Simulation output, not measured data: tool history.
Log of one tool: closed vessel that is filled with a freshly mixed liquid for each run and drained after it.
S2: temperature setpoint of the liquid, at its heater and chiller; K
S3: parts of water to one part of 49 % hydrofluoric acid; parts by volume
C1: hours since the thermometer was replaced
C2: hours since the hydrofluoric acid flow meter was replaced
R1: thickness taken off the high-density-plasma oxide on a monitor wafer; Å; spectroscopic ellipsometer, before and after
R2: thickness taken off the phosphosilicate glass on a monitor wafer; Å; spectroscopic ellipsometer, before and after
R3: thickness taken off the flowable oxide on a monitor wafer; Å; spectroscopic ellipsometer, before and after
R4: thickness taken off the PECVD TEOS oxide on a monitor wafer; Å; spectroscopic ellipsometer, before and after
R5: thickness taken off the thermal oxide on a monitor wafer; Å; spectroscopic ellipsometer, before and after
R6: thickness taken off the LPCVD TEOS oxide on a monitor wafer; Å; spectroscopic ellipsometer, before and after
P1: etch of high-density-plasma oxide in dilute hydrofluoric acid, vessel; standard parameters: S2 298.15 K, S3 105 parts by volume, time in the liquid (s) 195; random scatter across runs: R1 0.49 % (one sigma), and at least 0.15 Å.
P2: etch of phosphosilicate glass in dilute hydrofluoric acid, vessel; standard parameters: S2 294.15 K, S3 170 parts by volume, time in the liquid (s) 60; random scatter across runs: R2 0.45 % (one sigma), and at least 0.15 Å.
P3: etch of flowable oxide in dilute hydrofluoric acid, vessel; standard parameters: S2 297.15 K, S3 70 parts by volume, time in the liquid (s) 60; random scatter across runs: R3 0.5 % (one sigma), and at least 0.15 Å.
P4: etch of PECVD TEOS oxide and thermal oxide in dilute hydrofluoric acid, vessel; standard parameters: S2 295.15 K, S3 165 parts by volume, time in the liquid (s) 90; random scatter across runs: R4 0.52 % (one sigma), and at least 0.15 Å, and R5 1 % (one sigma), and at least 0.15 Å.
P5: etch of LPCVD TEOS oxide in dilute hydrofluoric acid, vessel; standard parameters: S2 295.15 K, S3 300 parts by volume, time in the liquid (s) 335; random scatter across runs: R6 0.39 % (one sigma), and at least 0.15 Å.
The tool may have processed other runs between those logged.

run 1 day=0.458 | process_that_ran=P1 S2=298.15 S3=105 time_in_the_liquid_(s)=195 | C1=394.2 C2=279.9 | R1=191.56
run 2 day=0.908 | process_that_ran=P2 S2=294.15 S3=300 time_in_the_liquid_(s)=60 | C1=405 C2=290.7 | R2=87.66
run 3 day=1.254 | process_that_ran=P1 S2=298.15 S3=105 time_in_the_liquid_(s)=80 | C1=413.3 C2=299 | R1=79.037
run 4 day=1.696 | process_that_ran=P3 S2=297.15 S3=70 time_in_the_liquid_(s)=90 | C1=423.9 C2=309.6 | R3=755.43
run 5 day=2.071 | process_that_ran=P1 S2=293.15 S3=105 time_in_the_liquid_(s)=355 | C1=432.9 C2=318.6 | R1=285.77
run 6 day=2.558 | process_that_ran=P4 S2=295.15 S3=80 time_in_the_liquid_(s)=90 | C1=444.6 C2=330.3 | R4=186.41 R5=51.56
run 7 day=2.933 | process_that_ran=P2 S2=290.15 S3=170 time_in_the_liquid_(s)=60 | C1=453.6 C2=339.3 | R2=147.62
run 8 day=3.192 | process_that_ran=P2 S2=294.15 S3=170 time_in_the_liquid_(s)=105 | C1=459.8 C2=345.5 | R2=307.11
run 9 day=3.496 | process_that_ran=P1 S2=298.15 S3=105 time_in_the_liquid_(s)=280 | C1=467.1 C2=352.8 | R1=277.05
run 10 day=3.846 | process_that_ran=P1 S2=298.15 S3=105 time_in_the_liquid_(s)=195 | C1=475.5 C2=361.2 | R1=193.49
run 11 day=4.271 | process_that_ran=P3 S2=305.65 S3=70 time_in_the_liquid_(s)=60 | C1=485.7 C2=371.4 | R3=700.42
run 12 day=4.804 | process_that_ran=P1 S2=306.15 S3=105 time_in_the_liquid_(s)=195 | C1=498.5 C2=384.2 | R1=260.46
run 13 day=5.212 | process_that_ran=P2 S2=294.15 S3=170 time_in_the_liquid_(s)=60 | C1=508.3 C2=394 | R2=173.61
run 14 day=5.55 | process_that_ran=P1 S2=290.65 S3=105 time_in_the_liquid_(s)=195 | C1=516.4 C2=402.1 | R1=143.69
run 15 day=6.042 | process_that_ran=P1 S2=298.15 S3=105 time_in_the_liquid_(s)=195 | C1=528.2 C2=413.9 | R1=192.96
run 16 day=6.554 | process_that_ran=P1 S2=298.15 S3=65 time_in_the_liquid_(s)=195 | C1=540.5 C2=426.2 | R1=328.72
run 17 day=7.033 | process_that_ran=P4 S2=295.15 S3=165 time_in_the_liquid_(s)=30 | C1=552 C2=437.7 | R4=27.167 R5=7.6713
run 18 day=7.383 | process_that_ran=P1 S2=298.15 S3=155 time_in_the_liquid_(s)=195 | C1=560.4 C2=446.1 | R1=123
run 19 day=7.846 | process_that_ran=P3 S2=297.15 S3=40 time_in_the_liquid_(s)=60 | C1=571.5 C2=457.2 | R3=911.74
run 20 day=8.246 | process_that_ran=P5 S2=295.15 S3=300 time_in_the_liquid_(s)=335 | C1=581.1 C2=466.8 | R6=365.36
run 21 day=8.542 | process_that_ran=P5 S2=295.15 S3=540 time_in_the_liquid_(s)=335 | C1=588.2 C2=473.9 | R6=166.55
run 22 day=9.062 | process_that_ran=P2 S2=294.15 S3=170 time_in_the_liquid_(s)=60 | C1=600.7 C2=486.4 | R2=174.56
run 23 day=9.333 | process_that_ran=P5 S2=299.15 S3=300 time_in_the_liquid_(s)=335 | C1=607.2 C2=492.9 | R6=419.13
run 24 day=9.783 | process_that_ran=P5 S2=295.15 S3=300 time_in_the_liquid_(s)=335 | C1=618 C2=503.7 | R6=365.09
run 25 day=10.262 | process_that_ran=P1 S2=298.15 S3=105 time_in_the_liquid_(s)=195 | C1=629.5 C2=515.2 | R1=194.76
run 26 day=10.692 | process_that_ran=P1 S2=298.15 S3=105 time_in_the_liquid_(s)=195 | C1=639.8 C2=525.5 | R1=191.49
run 27 day=10.954 | process_that_ran=P4 S2=295.15 S3=165 time_in_the_liquid_(s)=90 | C1=646.1 C2=531.8 | R4=81.651 R5=22.486
run 28 day=11.333 | process_that_ran=P4 S2=300.65 S3=165 time_in_the_liquid_(s)=90 | C1=655.2 C2=540.9 | R4=100.15 R5=27.675
run 29 day=11.608 | process_that_ran=P1 S2=298.15 S3=105 time_in_the_liquid_(s)=195 | C1=661.8 C2=547.5 | R1=192.99
run 30 day=11.996 | process_that_ran=P5 S2=295.15 S3=300 time_in_the_liquid_(s)=520 | C1=671.1 C2=556.8 | R6=563.74
run 31 day=12.517 | process_that_ran=P3 S2=297.15 S3=70 time_in_the_liquid_(s)=60 | C1=683.6 C2=569.3 | R3=503.35
run 32 day=12.892 | process_that_ran=P1 S2=298.15 S3=105 time_in_the_liquid_(s)=195 | C1=692.6 C2=578.3 | R1=192.22
run 33 day=13.162 | process_that_ran=P1 S2=298.15 S3=105 time_in_the_liquid_(s)=195 | C1=699.1 C2=584.8 | R1=197.66
run 34 day=13.55 | process_that_ran=P1 S2=298.15 S3=105 time_in_the_liquid_(s)=195 | C1=708.4 C2=594.1 | R1=201.53
run 35 day=13.904 | process_that_ran=P1 S2=298.15 S3=105 time_in_the_liquid_(s)=195 | C1=716.9 C2=602.6 | R1=204.14
run 36 day=14.425 | process_that_ran=P1 S2=298.15 S3=105 time_in_the_liquid_(s)=195 | C1=729.4 C2=615.1 | R1=207.15
run 37 day=14.888 | process_that_ran=P1 S2=298.15 S3=105 time_in_the_liquid_(s)=195 | C1=740.5 C2=626.2 | R1=210.01
run 38 day=15.404 | process_that_ran=P1 S2=298.15 S3=105 time_in_the_liquid_(s)=195 | C1=752.9 C2=638.6 | R1=208.14
run 39 day=15.804 | process_that_ran=P1 S2=298.15 S3=105 time_in_the_liquid_(s)=195 | C1=762.5 C2=648.2 | R1=210.41
run 40 day=16.342 | process_that_ran=P1 S2=298.15 S3=105 time_in_the_liquid_(s)=195 | C1=775.4 C2=661.1 | R1=209.01
run 41 day=16.796 | process_that_ran=P1 S2=298.15 S3=105 time_in_the_liquid_(s)=195 | C1=786.3 C2=672 | R1=211.12
run 42 day=17.167 | process_that_ran=P1 S2=298.15 S3=105 time_in_the_liquid_(s)=195 | C1=795.2 C2=680.9 | R1=211.85
run 43 day=17.717 | process_that_ran=P1 S2=298.15 S3=105 time_in_the_liquid_(s)=195 | C1=808.4 C2=694.1 | R1=212.71

What P1 gives has crept away from where it was. These 2 causes fit the log equally well, each at the size given:
A: hydrofluoric acid flow above the setpoint (%) = 8.49
B: liquid hotter than its thermometer reads (K) = 2.38
The creep began at about day 12.892.

4 check runs are offered, one wafer each, their results left as question marks. Which one tells the causes apart?
run check 1 day=18.267 | process_that_ran=P5 S2=295.15 S3=530 time_in_the_liquid_(s)=335 | R6=?
run check 2 day=18.267 | process_that_ran=P3 S2=303.65 S3=70 time_in_the_liquid_(s)=80 | R3=?
run check 3 day=18.267 | process_that_ran=P2 S2=290.15 S3=170 time_in_the_liquid_(s)=100 | R2=?
run check 4 day=18.267 | process_that_ran=P4 S2=299.15 S3=165 time_in_the_liquid_(s)=90 | R4=? R5=?

How each check would come out, cause by cause:
check=check_1 result=R6 if_A=190.93 if_B=183.37
check=check_2 result=R3 if_A=944.89 if_B=945.4
check=check_3 result=R2 if_A=271.71 if_B=272.03
check=check_4 result=R4 if_A=104.96 if_B=103.95
check=check_4 result=R5 if_A=28.653 if_B=28.378
How far apart the two closest causes lie, in the result that separates them most: check 1 4.04 %; check 2 0.05 %; check 3 0.12 %; check 4 0.97 %
The other checks would show nearly matching results whichever cause is true, so check 1 is the only one that separates the causes.

After running check 1, the following was obtained: R6 182.84 Å. Which cause does this point to?

Of the candidate causes, it is B: liquid hotter than its thermometer reads (K).
